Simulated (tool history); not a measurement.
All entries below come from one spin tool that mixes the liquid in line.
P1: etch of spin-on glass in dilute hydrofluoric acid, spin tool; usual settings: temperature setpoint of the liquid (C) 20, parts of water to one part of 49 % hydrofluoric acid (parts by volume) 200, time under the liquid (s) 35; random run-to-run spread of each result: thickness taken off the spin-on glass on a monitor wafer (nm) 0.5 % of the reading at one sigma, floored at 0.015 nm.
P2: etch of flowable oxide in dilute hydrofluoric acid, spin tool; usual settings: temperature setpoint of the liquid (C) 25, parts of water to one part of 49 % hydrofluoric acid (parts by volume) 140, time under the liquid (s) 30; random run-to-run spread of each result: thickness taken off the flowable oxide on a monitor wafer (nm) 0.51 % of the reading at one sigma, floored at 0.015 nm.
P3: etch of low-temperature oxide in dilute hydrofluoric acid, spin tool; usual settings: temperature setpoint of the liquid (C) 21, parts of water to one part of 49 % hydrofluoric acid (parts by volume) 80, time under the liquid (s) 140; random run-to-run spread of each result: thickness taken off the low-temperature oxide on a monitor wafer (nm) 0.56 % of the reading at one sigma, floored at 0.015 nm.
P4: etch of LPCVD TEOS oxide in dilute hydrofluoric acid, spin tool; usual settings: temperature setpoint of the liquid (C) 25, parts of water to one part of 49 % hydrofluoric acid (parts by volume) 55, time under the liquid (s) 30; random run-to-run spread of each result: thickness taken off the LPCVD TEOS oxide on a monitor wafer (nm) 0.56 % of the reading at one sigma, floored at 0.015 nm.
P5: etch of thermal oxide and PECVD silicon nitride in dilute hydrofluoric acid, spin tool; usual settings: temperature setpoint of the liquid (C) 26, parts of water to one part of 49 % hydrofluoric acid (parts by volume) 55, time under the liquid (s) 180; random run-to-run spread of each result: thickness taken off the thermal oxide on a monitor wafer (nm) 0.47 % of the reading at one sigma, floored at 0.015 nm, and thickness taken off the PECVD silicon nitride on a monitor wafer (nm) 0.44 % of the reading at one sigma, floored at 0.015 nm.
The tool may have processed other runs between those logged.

run,hour,process that ran,temperature setpoint of the liquid (C),parts of water to one part of 49 % hydrofluoric acid (parts by volume),time under the liquid (s),hours since the thermometer was replaced,hours since the hydrofluoric acid flow meter was replaced,thickness taken off the spin-on glass on a monitor wafer (nm),thickness taken off the thermal oxide on a monitor wafer (nm),thickness taken off the PECVD silicon nitride on a monitor wafer (nm),thickness taken off the low-temperature oxide on a monitor wafer (nm),thickness taken off the LPCVD TEOS oxide on a monitor wafer (nm),thickness taken off the flowable oxide on a monitor wafer (nm)
1,6,P1,20,200,35,269.6,337.5,6.2912,,,,,
2,15,P5,26,55,180,278.6,346.5,,17.089,17.546,,,
3,26.7,P5,26,55,180,290.3,358.2,,17.159,17.546,,,
4,36,P3,21,80,260,299.6,367.5,,,,53.013,,
5,43.2,P1,20,110,35,306.8,374.7,12.593,,,,,
6,50.5,P1,20,200,20,314.1,382,3.6343,,,,,
7,62.6,P4,25,55,15,326.2,394.1,,,,,8.5493,
8,73.4,P1,25,200,35,337,404.9,7.6168,,,,,
9,79.9,P1,20,290,35,343.5,411.4,3.9667,,,,,
10,85.7,P1,20,200,35,349.3,417.2,6.3531,,,,,
11,96.4,P1,17,200,55,360,427.9,8.7901,,,,,
12,104.9,P3,21,140,140,368.5,436.4,,,,15.085,,
13,110.4,P5,26,30,180,374,441.9,,32.568,31.701,,,
14,119.5,P4,25,55,30,383.1,451,,,,,16.972,
15,126,P5,30,55,180,389.6,457.5,,20.145,22.755,,,
16,136.8,P2,25,260,30,400.4,468.3,,,,,,4.465
17,146,P1,20,200,35,409.6,477.5,6.3099,,,,,
18,153.7,P2,25,140,15,417.3,485.2,,,,,,4.7629
19,166.2,P1,20,200,35,429.8,497.7,6.3303,,,,,
20,176.4,P1,20,70,60,440,507.9,35.283,,,,,
21,186.3,P4,25,90,30,449.9,517.8,,,,,9.9941,
22,192.3,P3,27,80,140,455.9,523.8,,,,36.038,,
23,200.9,P1,20,200,65,464.5,532.4,11.761,,,,,
24,212.6,P5,26,55,345,476.2,544.1,,32.959,33.445,,,
25,218.7,P2,25,140,30,482.3,550.2,,,,,,9.4178
26,226.9,P2,18.5,140,30,490.5,558.4,,,,,,7.2673
27,239.4,P1,17,200,35,503,570.9,5.5886,,,,,
28,249.2,P1,20,200,35,512.8,580.7,6.3349,,,,,
29,254.6,P1,20,200,35,518.2,586.1,6.2883,,,,,

Predict the results of run 30:
30,260.3,P3,21,80,140,523.9,591.8,,,,?,,

Run 30 yielded thickness taken off the low-temperature oxide on a monitor wafer (nm) 28.344.

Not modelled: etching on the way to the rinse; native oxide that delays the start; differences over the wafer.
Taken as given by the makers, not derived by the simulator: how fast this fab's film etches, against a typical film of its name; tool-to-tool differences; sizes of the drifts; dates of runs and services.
